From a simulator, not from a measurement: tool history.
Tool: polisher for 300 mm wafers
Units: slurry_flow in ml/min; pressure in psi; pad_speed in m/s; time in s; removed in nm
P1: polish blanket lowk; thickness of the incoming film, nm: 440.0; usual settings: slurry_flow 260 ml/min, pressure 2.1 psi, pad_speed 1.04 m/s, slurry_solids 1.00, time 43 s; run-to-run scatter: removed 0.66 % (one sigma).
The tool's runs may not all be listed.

run,hour,slurry_flow,pressure,pad_speed,slurry_solids,time,removed
1,11.2,260,2.1,1.04,1.00,43,22.908
2,23.4,260,1.2,1.04,1.00,43,13.092
3,31.0,260,2.1,0.52,1.00,43,13.092
4,41.7,260,2.6,0.60,1.00,43,18.277
# hour 48.3: head pressure recalibrated
5,49.0,260,2.1,1.04,1.00,43,22.961
6,57.7,345,2.1,1.04,1.00,43,23.636
7,66.8,260,2.1,1.04,1.00,68,36.258
8,79.4,260,2.1,1.04,1.00,28,14.926
# hour 80.2: slurry nozzle cleaned
9,89.0,260,3.1,1.04,1.00,43,33.611
10,100.3,260,2.1,1.04,0.55,43,16.874
# hour 102.8: slurry blender recalibrated
11,108.0,260,2.1,1.04,1.00,43,22.684
12,118.1,260,2.1,1.04,1.00,43,22.750
13,124.7,260,1.4,1.04,1.00,64,22.695
14,134.9,155,2.1,1.04,1.00,43,21.173
15,143.7,260,2.1,1.04,1.00,43,22.971
16,155.2,260,2.1,1.04,1.25,43,25.038
17,160.7,260,2.1,1.62,1.00,43,32.424
18,166.4,260,2.1,1.04,1.00,43,22.982
19,178.1,260,2.1,1.04,1.00,43,21.583

Forecast run 20:
20,187.9,260,2.1,1.04,1.00,43,?

{"run 20": {"removed": 20.46}}
